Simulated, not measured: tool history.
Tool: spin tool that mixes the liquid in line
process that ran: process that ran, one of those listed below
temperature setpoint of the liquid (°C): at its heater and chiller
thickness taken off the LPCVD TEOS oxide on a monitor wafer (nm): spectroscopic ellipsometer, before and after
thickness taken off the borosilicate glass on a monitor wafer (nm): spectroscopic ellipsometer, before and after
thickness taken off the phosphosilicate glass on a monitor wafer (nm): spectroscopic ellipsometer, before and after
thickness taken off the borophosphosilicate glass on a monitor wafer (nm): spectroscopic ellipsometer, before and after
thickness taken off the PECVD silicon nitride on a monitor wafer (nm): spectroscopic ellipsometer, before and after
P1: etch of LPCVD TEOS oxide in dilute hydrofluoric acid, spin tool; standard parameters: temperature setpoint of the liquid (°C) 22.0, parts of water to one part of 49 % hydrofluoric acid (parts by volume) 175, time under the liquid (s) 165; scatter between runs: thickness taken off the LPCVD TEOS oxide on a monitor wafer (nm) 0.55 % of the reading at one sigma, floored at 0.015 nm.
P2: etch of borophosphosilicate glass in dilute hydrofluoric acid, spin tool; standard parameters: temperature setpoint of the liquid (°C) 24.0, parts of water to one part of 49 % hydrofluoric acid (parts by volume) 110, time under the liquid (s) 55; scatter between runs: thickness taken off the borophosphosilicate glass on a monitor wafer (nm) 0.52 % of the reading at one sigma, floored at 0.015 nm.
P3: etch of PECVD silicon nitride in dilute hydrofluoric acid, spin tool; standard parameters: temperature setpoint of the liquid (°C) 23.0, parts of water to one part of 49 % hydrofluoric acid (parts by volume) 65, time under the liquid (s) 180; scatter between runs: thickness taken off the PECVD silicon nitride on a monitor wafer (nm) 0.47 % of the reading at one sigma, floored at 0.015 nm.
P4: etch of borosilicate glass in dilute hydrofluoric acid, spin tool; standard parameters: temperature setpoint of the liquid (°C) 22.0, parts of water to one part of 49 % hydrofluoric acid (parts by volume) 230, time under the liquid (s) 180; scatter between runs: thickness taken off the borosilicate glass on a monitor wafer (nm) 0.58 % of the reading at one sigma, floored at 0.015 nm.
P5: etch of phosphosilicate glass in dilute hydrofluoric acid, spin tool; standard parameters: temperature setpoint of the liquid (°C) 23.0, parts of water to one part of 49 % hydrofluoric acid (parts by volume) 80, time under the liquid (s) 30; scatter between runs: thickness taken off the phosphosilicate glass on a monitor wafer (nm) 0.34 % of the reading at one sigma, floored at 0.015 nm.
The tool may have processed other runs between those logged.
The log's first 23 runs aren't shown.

run	day	process that ran	temperature setpoint of the liquid (°C)	parts of water to one part of 49 % hydrofluoric acid (parts by volume)	time under the liquid (s)	thickness taken off the LPCVD TEOS oxide on a monitor wafer (nm)	thickness taken off the borosilicate glass on a monitor wafer (nm)	thickness taken off the phosphosilicate glass on a monitor wafer (nm)	thickness taken off the borophosphosilicate glass on a monitor wafer (nm)	thickness taken off the PECVD silicon nitride on a monitor wafer (nm)
24	13.258	P1	22.0	175	165	17.7190				
25	13.658	P1	22.0	175	165	17.4660				
26	14.279	P1	27.5	175	300	39.3960				
27	14.771	P2	24.0	110	55				24.741	
28	15.342	P2	31.0	110	55				31.913	
29	15.838	P4	22.0	230	180		18.3650			
30	16.267	P1	22.0	40	165	90.2170				
31	16.775	P3	23.0	65	15					0.55004
32	17.517	P1	29.5	175	165	23.1910				
33	17.933	P1	22.0	175	165	17.6140				
34	18.625	P1	22.0	175	165	18.5310				
35	19.117	P1	22.0	175	165	18.8480				
36	19.717	P1	22.0	175	165	18.8300				

Run 37, settings as shown, results not yet in. Your forecast:
37	20.129	P1	22.0	175	165	?				

Run 37 measured thickness taken off the LPCVD TEOS oxide on a monitor wafer (nm) 19.0170.
